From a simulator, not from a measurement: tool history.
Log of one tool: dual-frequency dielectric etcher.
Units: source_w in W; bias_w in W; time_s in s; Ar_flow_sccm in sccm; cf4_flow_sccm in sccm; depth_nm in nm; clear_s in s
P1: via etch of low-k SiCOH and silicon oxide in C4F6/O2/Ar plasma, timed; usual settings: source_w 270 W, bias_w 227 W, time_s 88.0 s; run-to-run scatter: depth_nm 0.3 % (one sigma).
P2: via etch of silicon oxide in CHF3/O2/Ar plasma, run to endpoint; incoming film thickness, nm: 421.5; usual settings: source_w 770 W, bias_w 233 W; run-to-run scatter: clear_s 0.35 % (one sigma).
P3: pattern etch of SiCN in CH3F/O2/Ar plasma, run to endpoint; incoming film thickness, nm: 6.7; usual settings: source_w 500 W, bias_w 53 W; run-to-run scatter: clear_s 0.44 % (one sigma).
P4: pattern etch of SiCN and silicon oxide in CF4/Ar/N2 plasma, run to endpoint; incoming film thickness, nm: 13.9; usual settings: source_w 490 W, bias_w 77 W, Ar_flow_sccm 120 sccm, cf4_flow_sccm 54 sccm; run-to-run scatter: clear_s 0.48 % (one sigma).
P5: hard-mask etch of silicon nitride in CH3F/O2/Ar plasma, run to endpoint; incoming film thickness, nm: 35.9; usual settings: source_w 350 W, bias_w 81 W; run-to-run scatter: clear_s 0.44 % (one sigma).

run   hour  process  source_w  bias_w  time_s  Ar_flow_sccm  cf4_flow_sccm  hours since the last wet clean  hours since the last source power generator calibration  hours since the last bias power generator calibration  depth_nm  clear_s
  1   15.2       P1       270     227    88.0                                                        200.3                                                   1733.0                                                  507.8    233.70
  2   29.4       P4       490      77                   120             39                           214.5                                                   1747.2                                                  522.0             15.927
  3   36.9       P2       770     233                                                                222.0                                                   1754.7                                                  529.5            174.350
  4   53.1       P3       360      53                                                                238.2                                                   1770.9                                                  545.7             20.769
  5   69.3       P1       270     318    88.0                                                        254.4                                                   1787.1                                                  561.9    262.41
  6   83.1       P2       770     233                                                                268.2                                                   1800.9                                                  575.7            174.090
  7   92.5       P3       500      75                                                                277.6                                                   1810.3                                                  585.1             16.405
  8  107.7       P1       270     227   110.5                                                        292.8                                                   1825.5                                                  600.3    294.05
  9  118.9       P5       350      81                                                                304.0                                                   1836.7                                                  611.5             54.577
 10  127.5       P1       360     227    88.0                                                        312.6                                                   1845.3                                                  620.1    259.94
 11  144.2       P5       350      97                                                                329.3                                                   1862.0                                                  636.8             51.267
 12  154.1       P1       270     227    88.0                                                        339.2                                                   1871.9                                                  646.7    233.33
 13  161.8       P4       490      48                   120             54                           346.9                                                   1879.6                                                  654.4             17.875
 14  177.4       P1       270     227    88.0                                                        362.5                                                   1895.2                                                  670.0    233.92
 15  191.8       P5       470      81                                                                376.9                                                   1909.6                                                  684.4             49.152
 16  203.0       P1       270     227    53.5                                                        388.1                                                   1920.8                                                  695.6    142.00
 17  214.3       P1       270     227    88.0                                                        399.4                                                   1932.1                                                  706.9    233.14
 18  222.2       P4       590      77                   120             54                           407.3                                                   1940.0                                                  714.8             12.994
 19  232.0       P3       500      53                                                                417.1                                                   1949.8                                                  724.6             18.317
 20  239.5       P1       200     227    88.0                                                        424.6                                                   1957.3                                                  732.1    208.02
 21  250.6       P1       270     145    88.0                                                        435.7                                                   1968.4                                                  743.2    202.41
 22  258.8       P2       770     139                                                                443.9                                                   1976.6                                                  751.4            207.900
 23  272.8       P4       490      77                   149             54                           457.9                                                   1990.6                                                  765.4             15.855
 24  286.0       P2       970     233                                                                471.1                                                   2003.8                                                  778.6            159.420
 25  296.6       P4       490      77                   120             54                           481.7                                                   2014.4                                                  789.2             15.207
 26  305.7       P1       270     155    56.0                                                        490.8                                                   2023.5                                                  798.3    131.03
 27  316.5       P1       270     227    88.0                                                        501.6                                                   2034.3                                                  809.1    233.06
 28  330.5       P1       270     227    88.0                                                        515.6                                                   2048.3                                                  823.1    232.71
 29  339.7       P1       270     227    88.0                                                        524.8                                                   2057.5                                                  832.3    232.73
 30  350.1       P1       270     227    88.0                                                        535.2                                                   2067.9                                                  842.7    231.96
 31  365.1       P1       270     227    88.0                                                        550.2                                                   2082.9                                                  857.7    230.97
 32  375.1       P1       270     227    88.0                                                        560.2                                                   2092.9                                                  867.7    230.99
 33  390.8       P1       270     227    88.0                                                        575.9                                                   2108.6                                                  883.4    231.10
     404.0  -- wet clean of the chamber
 34  406.2       P1       270     227    88.0                                                          2.3                                                   2124.0                                                  898.8    229.28
 35  415.2       P1       270     227    88.0                                                         11.3                                                   2133.0                                                  907.8    230.50
 36  429.2       P1       270     227    88.0                                                         25.3                                                   2147.0                                                  921.8    229.95
 37  444.0       P1       270     227    88.0                                                         40.1                                                   2161.8                                                  936.6    229.04
 38  452.4       P1       270     227    88.0                                                         48.5                                                   2170.2                                                  945.0    230.17
 39  461.5       P1       270     227    88.0                                                         57.6                                                   2179.3                                                  954.1    230.91

What P1 gives has crept away from where it was. These 2 causes fit the log equally well, each at the size given:
A: source power that arrives under what is set, % = 3.96
B: bias power that arrives under what is set, % = 4.45
The creep began at about hour 330.5.
Why every other cause is out:
chamber walls in a state that lowers the etch rate, %: serviced at hour 404.0, which brought nothing back

4 check runs are offered, each on 3 wafers whose results are averaged, their results left as question marks. Which one tells the causes apart?
check 1  470.6       P2       770     146                                                                                                                                                                                                       ?
check 2  470.6       P4       490      52                   120             54                                                                                                                                                                  ?
check 3  470.6       P3       400      74                                                                                                                                                                                                       ?
check 4  470.6       P5       400      81                                                                                                                                                                                                       ?

What each check would give under each cause:
  check   result     if A     if B
check 1  clear_s  207.300  207.000
check 2  clear_s   18.108   17.741
check 3  clear_s   18.172   18.190
check 4  clear_s   52.802   52.840
How far apart the two closest causes lie, in the result that separates them most: check 1 0.15 %; check 2 2.05 %; check 3 0.1 %; check 4 0.07 %
Check 2 tells the causes apart: in the others they would give nearly the same result.

Then check 2 was run and gave: clear_s 17.819 s. Which cause is it?

It is B: bias power that arrives under what is set, %.
